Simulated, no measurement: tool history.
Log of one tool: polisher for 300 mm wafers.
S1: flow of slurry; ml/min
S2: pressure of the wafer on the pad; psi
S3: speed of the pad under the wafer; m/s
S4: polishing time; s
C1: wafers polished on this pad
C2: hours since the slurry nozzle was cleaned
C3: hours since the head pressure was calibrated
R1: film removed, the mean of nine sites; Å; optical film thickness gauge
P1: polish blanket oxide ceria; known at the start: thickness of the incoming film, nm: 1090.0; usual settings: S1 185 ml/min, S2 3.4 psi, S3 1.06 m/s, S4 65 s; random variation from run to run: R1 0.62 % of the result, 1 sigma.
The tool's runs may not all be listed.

{"run": 1, "day": 0.262, "S1": 185, "S2": 3.4, "S3": 1.06, "S4": 65, "C1": 414, "C2": 689.0, "C3": 240.2, "R1": 3085.2}
{"run": 2, "day": 0.421, "S1": 185, "S2": 1.8, "S3": 1.06, "S4": 65, "C1": 451, "C2": 692.8, "C3": 244.0, "R1": 1638.2}
{"run": 3, "day": 0.55, "S1": 185, "S2": 3.4, "S3": 1.06, "S4": 38, "C1": 482, "C2": 695.9, "C3": 247.1, "R1": 1786.8}
{"run": 4, "day": 0.829, "S1": 185, "S2": 3.4, "S3": 1.06, "S4": 65, "C1": 548, "C2": 702.6, "C3": 253.8, "R1": 3116.2}
{"run": 5, "day": 1.067, "S1": 230, "S2": 3.4, "S3": 1.06, "S4": 96, "C1": 604, "C2": 708.3, "C3": 259.5, "R1": 4711.4}
{"run": 6, "day": 1.246, "S1": 185, "S2": 3.4, "S3": 1.06, "S4": 65, "C1": 646, "C2": 712.6, "C3": 263.8, "R1": 3085.6}
{"run": 7, "day": 1.521, "S1": 185, "S2": 3.4, "S3": 1.56, "S4": 65, "C1": 711, "C2": 719.2, "C3": 270.4, "R1": 4563.5}
{"run": 8, "day": 1.675, "S1": 185, "S2": 3.4, "S3": 1.06, "S4": 101, "C1": 748, "C2": 722.9, "C3": 274.1, "R1": 4818.4}
{"run": 9, "day": 1.821, "S1": 185, "S2": 3.4, "S3": 0.68, "S4": 65, "C1": 782, "C2": 726.4, "C3": 277.6, "R1": 1988.7}
{"run": 10, "day": 1.975, "S1": 185, "S2": 3.4, "S3": 1.06, "S4": 65, "C1": 819, "C2": 730.1, "C3": 281.3, "R1": 3083.9}
{"run": 11, "day": 2.267, "S1": 185, "S2": 4.5, "S3": 1.06, "S4": 98, "C1": 888, "C2": 737.1, "C3": 288.3, "R1": 6197.1}
{"run": 12, "day": 2.446, "S1": 125, "S2": 3.4, "S3": 0.62, "S4": 65, "C1": 930, "C2": 741.4, "C3": 292.6, "R1": 1682.7}
{"run": 13, "day": 2.604, "S1": 110, "S2": 3.4, "S3": 1.06, "S4": 65, "C1": 968, "C2": 745.2, "C3": 296.4, "R1": 2823.3}
{"run": 14, "day": 2.771, "S1": 185, "S2": 5.4, "S3": 1.06, "S4": 65, "C1": 1007, "C2": 749.2, "C3": 300.4, "R1": 4925.7}
{"run": 15, "day": 2.954, "S1": 185, "S2": 3.4, "S3": 1.06, "S4": 65, "C1": 1051, "C2": 753.6, "C3": 304.8, "R1": 3090.5}
{"run": 16, "day": 3.167, "S1": 185, "S2": 3.4, "S3": 1.06, "S4": 65, "C1": 1101, "C2": 758.7, "C3": 309.9, "R1": 3103.1}
{"run": 17, "day": 3.321, "S1": 260, "S2": 3.4, "S3": 1.06, "S4": 65, "C1": 1137, "C2": 762.4, "C3": 313.6, "R1": 3242.1}
{"run": 18, "day": 3.517, "S1": 185, "S2": 3.4, "S3": 1.06, "S4": 65, "C1": 1184, "C2": 767.1, "C3": 318.3, "R1": 3073.7}
{"run": 19, "day": 3.729, "S1": 185, "S2": 3.4, "S3": 1.06, "S4": 65, "C1": 1234, "C2": 772.2, "C3": 323.4, "R1": 3013.6}
{"run": 20, "day": 4.0, "S1": 185, "S2": 3.4, "S3": 1.06, "S4": 65, "C1": 1298, "C2": 778.7, "C3": 329.9, "R1": 2967.3}
{"run": 21, "day": 4.221, "S1": 185, "S2": 3.4, "S3": 1.06, "S4": 65, "C1": 1350, "C2": 784.0, "C3": 335.2, "R1": 2909.2}
{"run": 22, "day": 4.467, "S1": 185, "S2": 3.4, "S3": 1.06, "S4": 65, "C1": 1409, "C2": 789.9, "C3": 341.1, "R1": 2936.4}
{"run": 23, "day": 4.754, "S1": 185, "S2": 3.4, "S3": 1.06, "S4": 65, "C1": 1477, "C2": 796.8, "C3": 348.0, "R1": 2905.6}
{"run": 24, "day": 4.992, "S1": 185, "S2": 3.4, "S3": 1.06, "S4": 65, "C1": 1533, "C2": 802.5, "C3": 353.7, "R1": 2879.7}
{"day": 5.042, "done": "worn pad replaced by a new one"}
{"run": 25, "day": 5.15, "S1": 185, "S2": 3.4, "S3": 1.06, "S4": 65, "C1": 25, "C2": 806.3, "C3": 357.5, "R1": 2857.6}
{"run": 26, "day": 5.3, "S1": 185, "S2": 3.4, "S3": 1.06, "S4": 65, "C1": 61, "C2": 809.9, "C3": 361.1, "R1": 2876.9}

Run 27 comes next. What will it give?
{"run": 27, "day": 5.558, "S1": 185, "S2": 3.4, "S3": 1.06, "S4": 65, "C1": 122, "C2": 816.1, "C3": 367.3, "R1": "?"}

Run 27 gave R1 2882.4 Å.
